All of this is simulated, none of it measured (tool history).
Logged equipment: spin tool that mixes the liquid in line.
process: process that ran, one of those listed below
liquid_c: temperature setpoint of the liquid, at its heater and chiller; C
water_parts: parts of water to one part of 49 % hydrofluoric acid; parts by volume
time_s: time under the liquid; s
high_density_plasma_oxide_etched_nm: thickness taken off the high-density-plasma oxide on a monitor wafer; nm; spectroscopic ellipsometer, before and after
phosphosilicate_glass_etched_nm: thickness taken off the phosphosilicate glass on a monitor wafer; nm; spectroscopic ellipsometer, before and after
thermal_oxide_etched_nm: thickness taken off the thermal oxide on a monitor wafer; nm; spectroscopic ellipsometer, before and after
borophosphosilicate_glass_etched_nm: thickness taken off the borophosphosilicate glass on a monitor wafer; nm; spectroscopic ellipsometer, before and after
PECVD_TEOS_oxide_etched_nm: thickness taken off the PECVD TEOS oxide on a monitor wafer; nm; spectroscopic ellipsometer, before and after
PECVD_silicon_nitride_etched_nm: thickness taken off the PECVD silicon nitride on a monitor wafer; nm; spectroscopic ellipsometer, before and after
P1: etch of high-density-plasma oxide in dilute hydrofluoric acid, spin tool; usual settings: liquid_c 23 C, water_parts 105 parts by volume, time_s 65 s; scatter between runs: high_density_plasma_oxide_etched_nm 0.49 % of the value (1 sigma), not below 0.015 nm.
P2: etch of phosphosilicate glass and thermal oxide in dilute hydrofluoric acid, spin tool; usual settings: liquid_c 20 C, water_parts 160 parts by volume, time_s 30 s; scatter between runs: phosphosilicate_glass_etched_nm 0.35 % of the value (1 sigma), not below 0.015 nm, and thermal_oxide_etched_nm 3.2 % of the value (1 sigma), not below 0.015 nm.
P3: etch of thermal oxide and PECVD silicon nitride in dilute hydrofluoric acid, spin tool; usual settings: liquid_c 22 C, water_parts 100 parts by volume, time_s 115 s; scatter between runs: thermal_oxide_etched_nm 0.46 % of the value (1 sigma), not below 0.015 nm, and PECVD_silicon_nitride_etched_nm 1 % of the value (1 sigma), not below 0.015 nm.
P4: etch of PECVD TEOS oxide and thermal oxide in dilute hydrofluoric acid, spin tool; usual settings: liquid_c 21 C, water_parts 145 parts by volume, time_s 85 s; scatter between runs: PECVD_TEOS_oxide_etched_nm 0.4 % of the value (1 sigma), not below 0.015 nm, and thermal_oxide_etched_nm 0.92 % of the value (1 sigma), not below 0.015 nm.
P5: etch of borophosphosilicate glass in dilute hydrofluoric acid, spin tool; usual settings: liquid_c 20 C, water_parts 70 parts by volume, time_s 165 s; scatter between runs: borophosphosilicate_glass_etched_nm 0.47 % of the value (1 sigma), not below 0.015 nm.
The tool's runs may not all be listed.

| run | hour | process | liquid_c | water_parts | time_s | high_density_plasma_oxide_etched_nm | phosphosilicate_glass_etched_nm | thermal_oxide_etched_nm | borophosphosilicate_glass_etched_nm | PECVD_TEOS_oxide_etched_nm | PECVD_silicon_nitride_etched_nm |
|---|---|---|---|---|---|---|---|---|---|---|---|
| 1 | 3.3 | P1 | 23 | 105 | 65 | 5.7349 |  |  |  |  |  |
| 2 | 9.7 | P1 | 23 | 150 | 65 | 3.8061 |  |  |  |  |  |
| 3 | 17 | P1 | 23 | 105 | 65 | 5.7206 |  |  |  |  |  |
| 4 | 22.9 | P1 | 23 | 105 | 15 | 1.3373 |  |  |  |  |  |
| 5 | 28.3 | P2 | 25 | 160 | 30 |  | 27.893 | 0.96946 |  |  |  |
| 6 | 34.7 | P2 | 20 | 160 | 15 |  | 11.448 | 0.37105 |  |  |  |
| 7 | 40 | P1 | 23 | 145 | 105 | 6.3291 |  |  |  |  |  |
| 8 | 45.7 | P5 | 20 | 70 | 45 |  |  |  | 15.262 |  |  |
| 9 | 51.2 | P4 | 21 | 45 | 85 |  |  | 8.769 |  | 46.312 |  |
| 10 | 57.8 | P1 | 23 | 105 | 65 | 5.7023 |  |  |  |  |  |
| 11 | 62.2 | P3 | 22 | 100 | 175 |  |  | 7.431 |  |  | 4.0629 |
| 12 | 67.9 | P5 | 20 | 70 | 165 |  |  |  | 56.006 |  |  |
| 13 | 74.6 | P1 | 23 | 105 | 125 | 10.963 |  |  |  |  |  |
| 14 | 82 | P3 | 22 | 100 | 115 |  |  | 4.8622 |  |  | 2.6624 |
| 15 | 88 | P4 | 21 | 145 | 85 |  |  | 2.4399 |  | 12.716 |  |
| 16 | 91.7 | P5 | 24.5 | 70 | 165 |  |  |  | 66.887 |  |  |
| 17 | 95 | P4 | 17 | 145 | 85 |  |  | 2.0662 |  | 10.853 |  |
| 18 | 100.6 | P3 | 22 | 25 | 115 |  |  | 21.398 |  |  | 10.406 |
| 19 | 107.9 | P2 | 20 | 160 | 30 |  | 22.674 | 0.74953 |  |  |  |
| 20 | 113.3 | P2 | 20 | 160 | 30 |  | 22.955 | 0.70617 |  |  |  |
| 21 | 117.5 | P3 | 27 | 100 | 115 |  |  | 5.9445 |  |  | 3.7838 |
| 22 | 124.6 | P4 | 21 | 145 | 160 |  |  | 4.4884 |  | 24.017 |  |
| 23 | 128.1 | P1 | 23 | 105 | 65 | 5.7139 |  |  |  |  |  |
| 24 | 135.6 | P2 | 20 | 245 | 30 |  | 13.773 | 0.4456 |  |  |  |
| 25 | 140.3 | P1 | 27.5 | 105 | 65 | 6.7913 |  |  |  |  |  |
| 26 | 146.8 | P5 | 20 | 70 | 165 |  |  |  | 55.501 |  |  |
| 27 | 150.7 | P1 | 23 | 35 | 65 | 18.743 |  |  |  |  |  |
| 28 | 155.6 | P1 | 18 | 105 | 65 | 4.6625 |  |  |  |  |  |
| 29 | 162.1 | P5 | 20 | 125 | 165 |  |  |  | 29.467 |  |  |
| 30 | 167.7 | P1 | 23 | 105 | 65 | 5.6828 |  |  |  |  |  |
| 31 | 174.1 | P1 | 23 | 105 | 65 | 5.5342 |  |  |  |  |  |
| 32 | 179 | P1 | 23 | 105 | 65 | 5.4122 |  |  |  |  |  |
| 33 | 182.4 | P1 | 23 | 105 | 65 | 5.3652 |  |  |  |  |  |
| 34 | 187.6 | P1 | 23 | 105 | 65 | 5.3703 |  |  |  |  |  |
| 35 | 193.4 | P1 | 23 | 105 | 65 | 5.2944 |  |  |  |  |  |
| 36 | 200.8 | P1 | 23 | 105 | 65 | 5.3905 |  |  |  |  |  |

What P1 gives has crept away from where it was. These 2 causes fit the log equally well, each at the size given:
A: hydrofluoric acid flow below the setpoint (%) = 5.4
B: liquid colder than its thermometer reads (K) = 1.57
The onset of the drift is placed at about hour 167.7.

The 4 check runs listed below each average the results of 3 wafers, and their outcomes are marked with question marks. Under which run would the listed causes produce clearly different results?
| check 1 | 208.2 | P5 | 20 | 70 | 165 |  |  |  | ? |  |  |
| check 2 | 208.2 | P3 | 22 | 100 | 115 |  |  | ? |  |  | ? |
| check 3 | 208.2 | P4 | 21 | 145 | 85 |  |  | ? |  | ? |  |
| check 4 | 208.2 | P2 | 20 | 160 | 30 |  | ? | ? |  |  |  |

How each check would come out, cause by cause:
| check | result | if A | if B |
|---|---|---|---|
| check 1 | borophosphosilicate_glass_etched_nm | 52.417 | 52.105 |
| check 2 | thermal_oxide_etched_nm | 4.5828 | 4.5754 |
| check 2 | PECVD_silicon_nitride_etched_nm | 2.5568 | 2.4288 |
| check 3 | thermal_oxide_etched_nm | 2.2747 | 2.2789 |
| check 3 | PECVD_TEOS_oxide_etched_nm | 12.015 | 12.037 |
| check 4 | phosphosilicate_glass_etched_nm | 21.453 | 21.501 |
| check 4 | thermal_oxide_etched_nm | 0.69922 | 0.70078 |
Per-check spread between the two closest causes, in the result where they differ most: check 1 0.6 %; check 2 5.13 %; check 3 0.18 %; check 4 0.22 %
Only in check 2 would the causes give clearly different results; in the remaining checks their results would be nearly the same.

Check 2 was then run and gave: thermal_oxide_etched_nm 4.6035 nm; PECVD_silicon_nitride_etched_nm 2.5647 nm. Which cause is it?

The cause is A: hydrofluoric acid flow below the setpoint (%).

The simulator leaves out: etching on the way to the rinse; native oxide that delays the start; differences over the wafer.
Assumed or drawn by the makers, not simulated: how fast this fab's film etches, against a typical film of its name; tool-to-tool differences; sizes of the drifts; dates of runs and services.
